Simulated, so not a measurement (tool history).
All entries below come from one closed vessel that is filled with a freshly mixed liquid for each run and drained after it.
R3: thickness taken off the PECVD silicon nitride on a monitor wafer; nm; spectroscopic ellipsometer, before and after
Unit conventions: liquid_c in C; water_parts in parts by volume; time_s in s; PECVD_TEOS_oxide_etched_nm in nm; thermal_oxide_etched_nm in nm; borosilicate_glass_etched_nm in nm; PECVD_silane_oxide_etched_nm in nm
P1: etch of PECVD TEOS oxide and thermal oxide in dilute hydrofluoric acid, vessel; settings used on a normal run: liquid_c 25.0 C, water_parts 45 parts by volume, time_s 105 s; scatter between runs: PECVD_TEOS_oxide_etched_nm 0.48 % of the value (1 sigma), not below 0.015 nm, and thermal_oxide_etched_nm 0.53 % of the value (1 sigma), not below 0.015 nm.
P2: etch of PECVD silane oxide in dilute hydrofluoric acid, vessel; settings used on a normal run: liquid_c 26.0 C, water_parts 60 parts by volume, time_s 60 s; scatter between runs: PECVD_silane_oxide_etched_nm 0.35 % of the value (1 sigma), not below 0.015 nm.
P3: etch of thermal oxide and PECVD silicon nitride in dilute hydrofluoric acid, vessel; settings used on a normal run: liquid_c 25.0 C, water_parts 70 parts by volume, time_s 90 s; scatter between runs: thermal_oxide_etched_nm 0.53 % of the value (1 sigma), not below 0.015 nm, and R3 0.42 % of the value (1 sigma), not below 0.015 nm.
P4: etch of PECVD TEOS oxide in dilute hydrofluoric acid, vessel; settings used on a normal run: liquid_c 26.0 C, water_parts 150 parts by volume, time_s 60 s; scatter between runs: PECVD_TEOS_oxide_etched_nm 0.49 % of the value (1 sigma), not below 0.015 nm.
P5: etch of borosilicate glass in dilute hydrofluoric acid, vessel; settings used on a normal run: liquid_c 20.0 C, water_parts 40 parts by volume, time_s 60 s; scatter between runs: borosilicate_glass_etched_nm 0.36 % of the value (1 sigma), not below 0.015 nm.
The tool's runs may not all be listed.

Run 1, day 0.283: process P1, liquid_c 25.0 C, water_parts 45 parts by volume, time_s 105 s. Result: PECVD_TEOS_oxide_etched_nm 44.1150 nm, thermal_oxide_etched_nm 12.3050 nm.
Run 2, day 0.538: process P1, liquid_c 25.0 C, water_parts 45 parts by volume, time_s 30 s. Result: PECVD_TEOS_oxide_etched_nm 12.5300 nm, thermal_oxide_etched_nm 3.5048 nm.
Run 3, day 0.871: process P3, liquid_c 30.5 C, water_parts 70 parts by volume, time_s 90 s. Result: thermal_oxide_etched_nm 7.7159 nm, R3 10.4170 nm.
Run 4, day 1.138: process P4, liquid_c 33.0 C, water_parts 150 parts by volume, time_s 60 s. Result: PECVD_TEOS_oxide_etched_nm 10.5470 nm.
Run 5, day 1.504: process P3, liquid_c 25.0 C, water_parts 70 parts by volume, time_s 155 s. Result: thermal_oxide_etched_nm 10.8060 nm, R3 12.4580 nm.
Run 6, day 1.667: process P1, liquid_c 25.0 C, water_parts 45 parts by volume, time_s 105 s. Result: PECVD_TEOS_oxide_etched_nm 44.0430 nm, thermal_oxide_etched_nm 12.3350 nm.
Run 7, day 1.971: process P1, liquid_c 30.5 C, water_parts 45 parts by volume, time_s 105 s. Result: PECVD_TEOS_oxide_etched_nm 54.7550 nm, thermal_oxide_etched_nm 15.4280 nm.
Run 8, day 2.296: process P1, liquid_c 25.0 C, water_parts 30 parts by volume, time_s 105 s. Result: PECVD_TEOS_oxide_etched_nm 66.7900 nm, thermal_oxide_etched_nm 18.7380 nm.
Run 9, day 2.521: process P4, liquid_c 26.0 C, water_parts 150 parts by volume, time_s 120 s. Result: PECVD_TEOS_oxide_etched_nm 16.1540 nm.
Run 10, day 2.833: process P5, liquid_c 20.0 C, water_parts 40 parts by volume, time_s 60 s. Result: borosilicate_glass_etched_nm 35.908 nm.
Run 11, day 2.996: process P1, liquid_c 25.0 C, water_parts 70 parts by volume, time_s 105 s. Result: PECVD_TEOS_oxide_etched_nm 27.2200 nm, thermal_oxide_etched_nm 7.5974 nm.
Run 12, day 3.225: process P4, liquid_c 26.0 C, water_parts 70 parts by volume, time_s 60 s. Result: PECVD_TEOS_oxide_etched_nm 19.3190 nm.
Run 13, day 3.404: process P1, liquid_c 19.0 C, water_parts 45 parts by volume, time_s 30 s. Result: PECVD_TEOS_oxide_etched_nm 9.7331 nm, thermal_oxide_etched_nm 2.7201 nm.
Run 14, day 3.762: process P2, liquid_c 26.0 C, water_parts 60 parts by volume, time_s 60 s. Result: PECVD_silane_oxide_etched_nm 46.352 nm.
Run 15, day 3.950: process P5, liquid_c 26.0 C, water_parts 40 parts by volume, time_s 60 s. Result: borosilicate_glass_etched_nm 45.825 nm.
Run 16, day 4.267: process P4, liquid_c 26.0 C, water_parts 150 parts by volume, time_s 60 s. Result: PECVD_TEOS_oxide_etched_nm 8.0951 nm.
Run 17, day 4.629: process P1, liquid_c 18.0 C, water_parts 45 parts by volume, time_s 105 s. Result: PECVD_TEOS_oxide_etched_nm 32.7060 nm, thermal_oxide_etched_nm 9.0772 nm.
Run 18, day 4.846: process P3, liquid_c 25.0 C, water_parts 70 parts by volume, time_s 90 s. Result: thermal_oxide_etched_nm 6.2775 nm, R3 7.2944 nm.
Run 19, day 5.121: process P1, liquid_c 25.0 C, water_parts 45 parts by volume, time_s 105 s. Result: PECVD_TEOS_oxide_etched_nm 43.9680 nm, thermal_oxide_etched_nm 12.1810 nm.
Run 20, day 5.321: process P2, liquid_c 26.0 C, water_parts 105 parts by volume, time_s 60 s. Result: PECVD_silane_oxide_etched_nm 24.907 nm.
Run 21, day 5.562: process P2, liquid_c 30.5 C, water_parts 60 parts by volume, time_s 60 s. Result: PECVD_silane_oxide_etched_nm 55.067 nm.
Run 22, day 5.854: process P1, liquid_c 25.0 C, water_parts 45 parts by volume, time_s 105 s. Result: PECVD_TEOS_oxide_etched_nm 43.8660 nm, thermal_oxide_etched_nm 12.4200 nm.
Run 23, day 6.021: process P1, liquid_c 25.0 C, water_parts 30 parts by volume, time_s 155 s. Result: PECVD_TEOS_oxide_etched_nm 98.7320 nm, thermal_oxide_etched_nm 27.6140 nm.
Run 24, day 6.212: process P3, liquid_c 25.0 C, water_parts 70 parts by volume, time_s 90 s. Result: thermal_oxide_etched_nm 6.2461 nm, R3 7.3174 nm.
Run 25, day 6.538: process P5, liquid_c 20.0 C, water_parts 70 parts by volume, time_s 60 s. Result: borosilicate_glass_etched_nm 19.702 nm.
Run 26, day 6.846: process P3, liquid_c 25.0 C, water_parts 125 parts by volume, time_s 90 s. Result: thermal_oxide_etched_nm 3.3059 nm, R3 4.0842 nm.
Run 27, day 7.200: process P1, liquid_c 31.0 C, water_parts 45 parts by volume, time_s 180 s. Result: PECVD_TEOS_oxide_etched_nm 95.2400 nm, thermal_oxide_etched_nm 26.8340 nm.
Run 28, day 7.362: process P1, liquid_c 25.0 C, water_parts 45 parts by volume, time_s 105 s. Result: PECVD_TEOS_oxide_etched_nm 43.4170 nm, thermal_oxide_etched_nm 12.1470 nm.
Run 29, day 7.588: process P1, liquid_c 25.0 C, water_parts 45 parts by volume, time_s 200 s. Result: PECVD_TEOS_oxide_etched_nm 83.5510 nm, thermal_oxide_etched_nm 23.4400 nm.
Run 30, day 7.779: process P5, liquid_c 20.0 C, water_parts 40 parts by volume, time_s 120 s. Result: borosilicate_glass_etched_nm 71.660 nm.
Run 31, day 8.092: process P2, liquid_c 26.0 C, water_parts 60 parts by volume, time_s 60 s. Result: PECVD_silane_oxide_etched_nm 46.190 nm.
Run 32, day 8.388: process P2, liquid_c 26.0 C, water_parts 60 parts by volume, time_s 30 s. Result: PECVD_silane_oxide_etched_nm 23.070 nm.
Run 33, day 8.579: process P1, liquid_c 25.0 C, water_parts 45 parts by volume, time_s 105 s. Result: PECVD_TEOS_oxide_etched_nm 43.7510 nm, thermal_oxide_etched_nm 12.2830 nm.
Run 34, day 8.779: process P1, liquid_c 25.0 C, water_parts 45 parts by volume, time_s 105 s. Result: PECVD_TEOS_oxide_etched_nm 42.7140 nm, thermal_oxide_etched_nm 12.0000 nm.
Run 35, day 9.075: process P1, liquid_c 25.0 C, water_parts 45 parts by volume, time_s 105 s. Result: PECVD_TEOS_oxide_etched_nm 41.5690 nm, thermal_oxide_etched_nm 11.6540 nm.
Run 36, day 9.288: process P1, liquid_c 25.0 C, water_parts 45 parts by volume, time_s 105 s. Result: PECVD_TEOS_oxide_etched_nm 41.0630 nm, thermal_oxide_etched_nm 11.5430 nm.

Predict the results of run 37:
Run 37, day 9.462: process P1, liquid_c 25.0 C, water_parts 45 parts by volume, time_s 105 s. Result: PECVD_TEOS_oxide_etched_nm ?, thermal_oxide_etched_nm ?.

{"run 37": {"PECVD_TEOS_oxide_etched_nm": 40.639, "thermal_oxide_etched_nm": 11.371}}
